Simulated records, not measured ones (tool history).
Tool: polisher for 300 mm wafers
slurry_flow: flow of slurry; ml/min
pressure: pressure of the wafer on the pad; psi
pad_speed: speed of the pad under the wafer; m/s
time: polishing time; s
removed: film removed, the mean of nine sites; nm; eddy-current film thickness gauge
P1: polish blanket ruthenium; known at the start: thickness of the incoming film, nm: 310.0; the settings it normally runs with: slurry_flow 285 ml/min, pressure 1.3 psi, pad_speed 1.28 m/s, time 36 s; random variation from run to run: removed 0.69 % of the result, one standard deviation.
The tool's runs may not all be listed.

run   hour  slurry_flow  pressure  pad_speed  time  wafers polished on this pad  hours since the slurry nozzle was cleaned  hours since the head pressure was calibrated  removed
  1   15.8          285       1.3       1.28    36                          463                                      604.8                                         164.6   37.732
  2   28.9          285       1.3       1.28    18                          624                                      617.9                                         177.7   18.674
  3   40.1          170       1.3       1.28    23                          762                                      629.1                                         188.9   22.372
  4   50.7          285       1.3       1.98    36                          892                                      639.7                                         199.5   57.769
  5   64.3          360       1.3       1.28    36                         1059                                      653.3                                         213.1   37.607
  6   78.4          285       1.3       1.28    36                         1232                                      667.4                                         227.2   37.185
  7   87.1          285       1.3       1.28    36                         1339                                      676.1                                         235.9   37.795
  8   99.3          285       0.8       1.28    36                         1489                                      688.3                                         248.1   22.876
     105.0  -- slurry nozzle cleaned
  9  109.3          285       1.3       1.28    36                         1612                                        4.3                                         258.1   37.025
 10  122.3          285       1.3       1.28    50                         1772                                       17.3                                         271.1   52.067
 11  132.3          285       1.3       1.28    36                         1895                                       27.3                                         281.1   36.749
 12  145.7          285       1.3       0.94    26                         2059                                       40.7                                         294.5   19.679
 13  160.5          285       1.3       1.28    36                         2241                                       55.5                                         309.3   37.214
 14  177.7          285       1.3       0.66    36                         2452                                       72.7                                         326.5   18.962
 15  195.0          170       1.3       1.28    36                         2665                                       90.0                                         343.8   34.600
 16  211.2          285       1.9       1.28    36                         2864                                      106.2                                         360.0   55.120
 17  220.7          285       1.3       1.28    36                         2981                                      115.7                                         369.5   37.083
 18  236.0          285       1.3       1.28    36                         3169                                      131.0                                         384.8   36.474
 19  244.6          285       1.3       1.28    36                         3274                                      139.6                                         393.4   35.930
 20  259.0          285       1.3       1.28    36                         3451                                      154.0                                         407.8   36.208
 21  268.6          285       1.3       1.28    36                         3569                                      163.6                                         417.4   35.661
     270.2  -- head pressure recalibrated
 22  282.7          285       1.3       1.28    36                         3742                                      177.7                                          12.6   35.624
 23  296.2          285       1.3       1.28    36                         3908                                      191.2                                          26.1   35.458
 24  310.7          285       1.3       1.28    36                         4086                                      205.7                                          40.6   35.237
 25  323.6          285       1.3       1.28    36                         4245                                      218.6                                          53.5   35.487
 26  332.8          285       1.3       1.28    36                         4358                                      227.8                                          62.7   35.352

Forecast run 27:
 27  343.4          285       1.3       1.28    36                         4488                                      238.4                                          73.3        ?

removed: 35.434 nm
